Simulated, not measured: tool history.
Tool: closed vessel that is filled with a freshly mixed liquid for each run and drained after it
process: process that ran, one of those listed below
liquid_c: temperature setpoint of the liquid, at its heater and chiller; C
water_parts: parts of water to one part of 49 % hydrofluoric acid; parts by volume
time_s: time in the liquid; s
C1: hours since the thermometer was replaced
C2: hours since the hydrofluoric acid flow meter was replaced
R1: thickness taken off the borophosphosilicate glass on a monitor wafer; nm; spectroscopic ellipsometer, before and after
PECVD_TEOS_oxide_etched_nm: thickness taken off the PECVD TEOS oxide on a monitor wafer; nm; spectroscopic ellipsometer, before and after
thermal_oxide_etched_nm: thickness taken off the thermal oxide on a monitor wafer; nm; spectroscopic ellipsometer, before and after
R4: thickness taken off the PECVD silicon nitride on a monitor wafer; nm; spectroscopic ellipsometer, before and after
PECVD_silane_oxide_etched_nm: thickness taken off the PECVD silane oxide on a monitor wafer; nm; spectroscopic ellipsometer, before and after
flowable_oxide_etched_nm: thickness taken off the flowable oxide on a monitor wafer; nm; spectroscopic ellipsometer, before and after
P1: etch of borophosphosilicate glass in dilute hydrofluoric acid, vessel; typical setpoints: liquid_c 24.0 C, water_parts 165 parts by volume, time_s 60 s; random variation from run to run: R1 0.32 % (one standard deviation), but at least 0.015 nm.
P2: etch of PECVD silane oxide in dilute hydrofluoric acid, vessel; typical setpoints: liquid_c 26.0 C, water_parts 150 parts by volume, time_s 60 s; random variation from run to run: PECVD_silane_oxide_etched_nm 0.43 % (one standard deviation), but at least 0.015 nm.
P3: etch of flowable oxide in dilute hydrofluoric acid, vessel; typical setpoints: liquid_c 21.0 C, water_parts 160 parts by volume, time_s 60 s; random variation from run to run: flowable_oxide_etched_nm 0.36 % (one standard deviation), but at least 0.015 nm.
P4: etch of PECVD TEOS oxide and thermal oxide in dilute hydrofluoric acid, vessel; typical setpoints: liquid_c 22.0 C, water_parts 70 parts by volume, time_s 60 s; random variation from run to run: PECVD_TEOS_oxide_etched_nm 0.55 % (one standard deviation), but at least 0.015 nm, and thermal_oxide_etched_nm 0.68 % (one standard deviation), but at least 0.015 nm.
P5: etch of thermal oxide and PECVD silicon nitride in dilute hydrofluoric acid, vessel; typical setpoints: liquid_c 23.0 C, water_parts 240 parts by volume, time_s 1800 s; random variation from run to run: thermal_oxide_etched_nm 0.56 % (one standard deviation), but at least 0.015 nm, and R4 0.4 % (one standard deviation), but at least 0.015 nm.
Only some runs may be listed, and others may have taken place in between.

Run 1, hour 4.4: process P1, liquid_c 24.0 C, water_parts 165 parts by volume, time_s 60 s; C1 263.7; C2 1153.8. Result: R1 14.6390 nm.
Run 2, hour 6.9: process P4, liquid_c 22.0 C, water_parts 70 parts by volume, time_s 30 s; C1 266.2; C2 1156.3. Result: PECVD_TEOS_oxide_etched_nm 7.4208 nm, thermal_oxide_etched_nm 1.82820 nm.
Run 3, hour 11.4: process P5, liquid_c 23.0 C, water_parts 240 parts by volume, time_s 30 s; C1 270.7; C2 1160.8. Result: thermal_oxide_etched_nm 0.46584 nm, R4 0.27097 nm.
Run 4, hour 14.1: process P5, liquid_c 23.0 C, water_parts 240 parts by volume, time_s 1800 s; C1 273.4; C2 1163.5. Result: thermal_oxide_etched_nm 27.48800 nm, R4 16.37900 nm.
Run 5, hour 17.6: process P4, liquid_c 22.0 C, water_parts 70 parts by volume, time_s 60 s; C1 276.9; C2 1167.0. Result: PECVD_TEOS_oxide_etched_nm 14.7050 nm, thermal_oxide_etched_nm 3.66790 nm.
Run 6, hour 20.6: process P2, liquid_c 18.5 C, water_parts 150 parts by volume, time_s 60 s; C1 279.9; C2 1170.0. Result: PECVD_silane_oxide_etched_nm 6.3092 nm.
Run 7, hour 23.5: process P2, liquid_c 26.0 C, water_parts 150 parts by volume, time_s 95 s; C1 282.8; C2 1172.9. Result: PECVD_silane_oxide_etched_nm 13.2670 nm.
Run 8, hour 25.8: process P5, liquid_c 17.0 C, water_parts 240 parts by volume, time_s 1800 s; C1 285.1; C2 1175.2. Result: thermal_oxide_etched_nm 22.04200 nm, R4 11.15800 nm.
Run 9, hour 30.4: process P1, liquid_c 17.5 C, water_parts 165 parts by volume, time_s 60 s; C1 289.7; C2 1179.8. Result: R1 11.3010 nm.
Run 10, hour 33.0: process P3, liquid_c 17.0 C, water_parts 160 parts by volume, time_s 60 s; C1 292.3; C2 1182.4. Result: flowable_oxide_etched_nm 15.120 nm.
Run 11, hour 36.5: process P1, liquid_c 24.0 C, water_parts 165 parts by volume, time_s 60 s; C1 295.8; C2 1185.9. Result: R1 14.5900 nm.
Run 12, hour 41.4: process P2, liquid_c 26.0 C, water_parts 150 parts by volume, time_s 60 s; C1 300.7; C2 1190.8. Result: PECVD_silane_oxide_etched_nm 8.3660 nm.
Run 13, hour 46.4: process P1, liquid_c 24.0 C, water_parts 165 parts by volume, time_s 60 s; C1 305.7; C2 1195.8. Result: R1 14.6350 nm.
Run 14, hour 49.6: process P1, liquid_c 24.0 C, water_parts 165 parts by volume, time_s 95 s; C1 308.9; C2 1199.0. Result: R1 23.1870 nm.
Run 15, hour 53.6: process P1, liquid_c 28.0 C, water_parts 165 parts by volume, time_s 60 s; C1 312.9; C2 1203.0. Result: R1 16.9750 nm.
Run 16, hour 56.9: process P1, liquid_c 24.0 C, water_parts 165 parts by volume, time_s 60 s; C1 316.2; C2 1206.3. Result: R1 14.6340 nm.
Run 17, hour 61.4: process P2, liquid_c 26.0 C, water_parts 150 parts by volume, time_s 60 s; C1 320.7; C2 1210.8. Result: PECVD_silane_oxide_etched_nm 8.4427 nm.
Run 18, hour 63.7: process P4, liquid_c 17.0 C, water_parts 70 parts by volume, time_s 60 s; C1 323.0; C2 1213.1. Result: PECVD_TEOS_oxide_etched_nm 11.9590 nm, thermal_oxide_etched_nm 2.98570 nm.
Run 19, hour 67.0: process P1, liquid_c 24.0 C, water_parts 70 parts by volume, time_s 60 s; C1 326.3; C2 1216.4. Result: R1 38.4330 nm.
Run 20, hour 71.7: process P3, liquid_c 21.0 C, water_parts 160 parts by volume, time_s 60 s; C1 331.0; C2 1221.1. Result: flowable_oxide_etched_nm 17.648 nm.
Run 21, hour 74.2: process P2, liquid_c 26.0 C, water_parts 260 parts by volume, time_s 60 s; C1 333.5; C2 1223.6. Result: PECVD_silane_oxide_etched_nm 4.3142 nm.
Run 22, hour 77.0: process P1, liquid_c 24.0 C, water_parts 255 parts by volume, time_s 60 s; C1 336.3; C2 1226.4. Result: R1 8.6013 nm.
Run 23, hour 81.8: process P1, liquid_c 24.0 C, water_parts 100 parts by volume, time_s 110 s; C1 341.1; C2 1231.2. Result: R1 47.5060 nm.

Run 24 is up next; what results do you expect?
Run 24, hour 86.5: process P4, liquid_c 22.0 C, water_parts 70 parts by volume, time_s 60 s; C1 345.8; C2 1235.9. Result: PECVD_TEOS_oxide_etched_nm ?, thermal_oxide_etched_nm ?.

{"run 24": {"PECVD_TEOS_oxide_etched_nm": 14.794, "thermal_oxide_etched_nm": 3.7116}}
